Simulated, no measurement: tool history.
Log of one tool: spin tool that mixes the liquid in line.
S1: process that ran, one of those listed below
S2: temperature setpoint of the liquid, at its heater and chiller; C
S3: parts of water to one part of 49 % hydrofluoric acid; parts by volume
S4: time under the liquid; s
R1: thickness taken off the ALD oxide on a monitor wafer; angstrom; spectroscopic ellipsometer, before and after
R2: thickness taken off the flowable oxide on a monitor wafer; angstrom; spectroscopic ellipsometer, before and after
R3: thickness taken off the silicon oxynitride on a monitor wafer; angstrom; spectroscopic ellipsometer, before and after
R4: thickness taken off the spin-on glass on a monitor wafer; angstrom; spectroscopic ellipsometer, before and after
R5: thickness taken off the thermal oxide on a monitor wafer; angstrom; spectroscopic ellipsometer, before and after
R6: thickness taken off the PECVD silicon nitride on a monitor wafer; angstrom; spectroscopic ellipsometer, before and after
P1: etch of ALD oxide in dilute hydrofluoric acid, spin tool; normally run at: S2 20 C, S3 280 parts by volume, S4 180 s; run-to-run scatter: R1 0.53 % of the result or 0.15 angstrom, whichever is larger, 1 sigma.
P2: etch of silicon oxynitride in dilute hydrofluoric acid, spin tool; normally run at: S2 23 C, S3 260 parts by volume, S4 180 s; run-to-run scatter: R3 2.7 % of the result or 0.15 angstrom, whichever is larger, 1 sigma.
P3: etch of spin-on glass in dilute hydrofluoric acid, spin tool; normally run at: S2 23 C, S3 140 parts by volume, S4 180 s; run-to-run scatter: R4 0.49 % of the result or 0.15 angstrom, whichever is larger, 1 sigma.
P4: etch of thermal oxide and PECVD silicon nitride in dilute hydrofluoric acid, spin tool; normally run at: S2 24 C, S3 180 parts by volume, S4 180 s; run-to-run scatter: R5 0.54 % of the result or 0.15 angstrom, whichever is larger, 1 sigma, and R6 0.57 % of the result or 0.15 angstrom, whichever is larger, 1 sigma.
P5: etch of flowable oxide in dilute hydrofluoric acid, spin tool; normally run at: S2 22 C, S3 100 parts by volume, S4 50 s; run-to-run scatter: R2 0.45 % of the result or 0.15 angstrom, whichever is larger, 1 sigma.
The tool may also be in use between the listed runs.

| run | hour | S1 | S2 | S3 | S4 | R1 | R2 | R3 | R4 | R5 | R6 |
|---|---|---|---|---|---|---|---|---|---|---|---|
| 1 | 7.4 | P1 | 20 | 280 | 180 | 126 |  |  |  |  |  |
| 2 | 14.4 | P5 | 22 | 100 | 50 |  | 135.77 |  |  |  |  |
| 3 | 19.3 | P1 | 20 | 280 | 15 | 10.524 |  |  |  |  |  |
| 4 | 24 | P1 | 20 | 280 | 180 | 126.38 |  |  |  |  |  |
| 5 | 27.6 | P5 | 30.5 | 100 | 50 |  | 187.18 |  |  |  |  |
| 6 | 31 | P2 | 23 | 260 | 180 |  |  | 8.3619 |  |  |  |
| 7 | 37.9 | P3 | 23 | 75 | 180 |  |  |  | 1157.7 |  |  |
| 8 | 41.7 | P1 | 20 | 180 | 180 | 214.57 |  |  |  |  |  |
| 9 | 45.6 | P3 | 31.5 | 140 | 180 |  |  |  | 795.7 |  |  |
| 10 | 52 | P4 | 17.5 | 180 | 180 |  |  |  |  | 34.711 | 26.522 |
|  | 52.9 | thermometer replaced |
| 11 | 59 | P2 | 23 | 260 | 180 |  |  | 8.5163 |  |  |  |
| 12 | 63 | P2 | 23 | 455 | 180 |  |  | 4.1896 |  |  |  |
| 13 | 66.7 | P4 | 24 | 180 | 45 |  |  |  |  | 11.385 | 10.259 |
| 14 | 73.9 | P3 | 23 | 140 | 180 |  |  |  | 582.42 |  |  |
| 15 | 79.9 | P1 | 20 | 440 | 295 | 116.29 |  |  |  |  |  |
| 16 | 84.6 | P1 | 20 | 280 | 180 | 126.09 |  |  |  |  |  |
| 17 | 91 | P4 | 24 | 180 | 180 |  |  |  |  | 44.697 | 40.656 |
| 18 | 94.7 | P5 | 22 | 35 | 50 |  | 416.05 |  |  |  |  |
| 19 | 99.7 | P3 | 23 | 140 | 180 |  |  |  | 575.56 |  |  |
| 20 | 103.6 | P1 | 20 | 410 | 180 | 77.425 |  |  |  |  |  |
| 21 | 109.2 | P1 | 27.5 | 280 | 180 | 164.04 |  |  |  |  |  |
| 22 | 113.5 | P3 | 23 | 140 | 365 |  |  |  | 1174.5 |  |  |
| 23 | 118 | P5 | 22 | 100 | 100 |  | 270.88 |  |  |  |  |
| 24 | 122.8 | P2 | 17 | 260 | 180 |  |  | 6.3648 |  |  |  |
| 25 | 129 | P1 | 20 | 280 | 180 | 127.82 |  |  |  |  |  |
| 26 | 134.1 | P4 | 24 | 30 | 180 |  |  |  |  | 320.1 | 236.62 |
| 27 | 139.2 | P1 | 17 | 280 | 180 | 112.07 |  |  |  |  |  |
| 28 | 144.8 | P2 | 23 | 260 | 65 |  |  | 3.1142 |  |  |  |
| 29 | 150.6 | P5 | 22 | 100 | 50 |  | 135.42 |  |  |  |  |
| 30 | 157.9 | P1 | 20 | 280 | 290 | 204.64 |  |  |  |  |  |
| 31 | 163.2 | P1 | 20 | 280 | 180 | 127.39 |  |  |  |  |  |
| 32 | 167.5 | P1 | 20 | 280 | 180 | 129.32 |  |  |  |  |  |
| 33 | 174.2 | P1 | 20 | 280 | 180 | 131.01 |  |  |  |  |  |
| 34 | 180.1 | P1 | 20 | 280 | 180 | 130.71 |  |  |  |  |  |
| 35 | 185.7 | P1 | 20 | 280 | 180 | 132.81 |  |  |  |  |  |
| 36 | 189.9 | P1 | 20 | 280 | 180 | 134.08 |  |  |  |  |  |
| 37 | 196.8 | P1 | 20 | 280 | 180 | 134.5 |  |  |  |  |  |
| 38 | 202.9 | P1 | 20 | 280 | 180 | 134.68 |  |  |  |  |  |
| 39 | 207.8 | P1 | 20 | 280 | 180 | 132.6 |  |  |  |  |  |
| 40 | 211.5 | P1 | 20 | 280 | 180 | 135.3 |  |  |  |  |  |
| 41 | 217.8 | P1 | 20 | 280 | 180 | 135.21 |  |  |  |  |  |

What P1 gives has crept away from where it was. These 2 causes fit the log equally well, each at the size given:
A: hydrofluoric acid flow above the setpoint (%) = 4.71
B: liquid hotter than its thermometer reads (K) = 1.58
The creep began at about hour 163.2.

4 check runs are offered, one wafer each, their results left as question marks. Which one tells the causes apart?
| check 1 | 224.1 | P3 | 30 | 140 | 350 |  |  |  | ? |  |  |
| check 2 | 224.1 | P2 | 19.5 | 450 | 180 |  |  | ? |  |  |  |
| check 3 | 224.1 | P5 | 27 | 100 | 95 |  | ? |  |  |  |  |
| check 4 | 224.1 | P4 | 24 | 125 | 180 |  |  |  |  | ? | ? |

What each check would give under each cause:
| check | result | if A | if B |
|---|---|---|---|
| check 1 | R4 | 1549.5 | 1553.2 |
| check 2 | R3 | 3.9781 | 4.0132 |
| check 3 | R2 | 328.06 | 330.85 |
| check 4 | R5 | 71.734 | 72.334 |
| check 4 | R6 | 61.312 | 64.898 |
How far apart the two closest causes lie, in the result that separates them most: check 1 0.23 %; check 2 0.88 %; check 3 0.85 %; check 4 5.68 %
Only check 4 tells the causes apart: in the others they would give nearly the same result.

Then check 4 was run and gave: R5 72.379 angstrom; R6 64.648 angstrom. Which cause is it?

It is B: liquid hotter than its thermometer reads (K).
